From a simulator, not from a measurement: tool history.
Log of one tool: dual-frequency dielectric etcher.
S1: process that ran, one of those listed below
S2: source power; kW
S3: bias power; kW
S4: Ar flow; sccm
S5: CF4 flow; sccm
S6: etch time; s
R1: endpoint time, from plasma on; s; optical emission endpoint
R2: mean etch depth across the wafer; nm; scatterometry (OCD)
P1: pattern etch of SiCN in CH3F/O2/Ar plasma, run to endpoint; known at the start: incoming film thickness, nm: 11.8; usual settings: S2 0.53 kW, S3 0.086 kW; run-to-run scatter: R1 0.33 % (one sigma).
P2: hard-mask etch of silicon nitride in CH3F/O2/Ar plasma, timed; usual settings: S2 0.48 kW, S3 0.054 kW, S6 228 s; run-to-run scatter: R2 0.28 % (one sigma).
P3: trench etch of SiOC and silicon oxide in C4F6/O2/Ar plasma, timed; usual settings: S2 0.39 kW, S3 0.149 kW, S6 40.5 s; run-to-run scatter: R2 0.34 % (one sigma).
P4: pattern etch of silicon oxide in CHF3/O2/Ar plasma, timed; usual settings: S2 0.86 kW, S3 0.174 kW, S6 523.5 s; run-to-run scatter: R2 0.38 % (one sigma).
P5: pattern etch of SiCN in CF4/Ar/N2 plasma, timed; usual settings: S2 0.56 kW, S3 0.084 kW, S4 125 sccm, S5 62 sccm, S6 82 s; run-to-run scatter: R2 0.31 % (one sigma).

{"run": 1, "hour": 9.6, "S1": "P1", "S2": 0.53, "S3": 0.086, "R1": 25.841}
{"run": 2, "hour": 21.4, "S1": "P5", "S2": 0.56, "S3": 0.084, "S4": 125, "S5": 62, "S6": 106, "R2": 107.31}
{"run": 3, "hour": 38.6, "S1": "P1", "S2": 0.62, "S3": 0.117, "R1": 21.627}
{"run": 4, "hour": 47.1, "S1": "P3", "S2": 0.39, "S3": 0.149, "S6": 50.5, "R2": 93.821}
{"run": 5, "hour": 56.3, "S1": "P4", "S2": 0.86, "S3": 0.174, "S6": 316.5, "R2": 706.61}
{"run": 6, "hour": 71.8, "S1": "P1", "S2": 0.34, "S3": 0.071, "R1": 32.469}
{"run": 7, "hour": 82.9, "S1": "P5", "S2": 0.56, "S3": 0.084, "S4": 125, "S5": 74, "S6": 82, "R2": 85.48}
{"run": 8, "hour": 101.7, "S1": "P2", "S2": 0.48, "S3": 0.031, "S6": 228, "R2": 137.09}
{"run": 9, "hour": 119.2, "S1": "P1", "S2": 0.53, "S3": 0.086, "R1": 25.759}
{"run": 10, "hour": 129.5, "S1": "P1", "S2": 0.53, "S3": 0.086, "R1": 25.833}
{"run": 11, "hour": 139.2, "S1": "P2", "S2": 0.48, "S3": 0.054, "S6": 228, "R2": 160.92}
{"run": 12, "hour": 156.9, "S1": "P3", "S2": 0.39, "S3": 0.098, "S6": 40.5, "R2": 66.923}
{"run": 13, "hour": 174.6, "S1": "P1", "S2": 0.53, "S3": 0.086, "R1": 25.708}
{"run": 14, "hour": 185.2, "S1": "P5", "S2": 0.56, "S3": 0.084, "S4": 125, "S5": 62, "S6": 82, "R2": 83.115}
{"run": 15, "hour": 199.0, "S1": "P4", "S2": 0.54, "S3": 0.174, "S6": 523.5, "R2": 976.02}
{"run": 16, "hour": 212.1, "S1": "P1", "S2": 0.39, "S3": 0.086, "R1": 28.853}
{"run": 17, "hour": 228.6, "S1": "P3", "S2": 0.5, "S3": 0.149, "S6": 40.5, "R2": 83.524}
{"run": 18, "hour": 237.6, "S1": "P1", "S2": 0.53, "S3": 0.05, "R1": 31.006}
{"run": 19, "hour": 250.7, "S1": "P5", "S2": 0.71, "S3": 0.084, "S4": 125, "S5": 62, "S6": 82, "R2": 101.41}
{"run": 20, "hour": 264.4, "S1": "P4", "S2": 0.86, "S3": 0.174, "S6": 523.5, "R2": 1165.5}
{"hour": 272.1, "done": "bias power generator calibrated"}
{"run": 21, "hour": 277.2, "S1": "P1", "S2": 0.53, "S3": 0.12, "R1": 22.669}
{"run": 22, "hour": 294.8, "S1": "P3", "S2": 0.39, "S3": 0.149, "S6": 40.5, "R2": 75.845}
{"run": 23, "hour": 306.1, "S1": "P5", "S2": 0.56, "S3": 0.118, "S4": 125, "S5": 62, "S6": 82, "R2": 94.794}

The next listed run, before its measurement:
{"run": 24, "hour": 318.2, "S1": "P1", "S2": 0.72, "S3": 0.086, "R1": "?"}

R1: 22.898 s
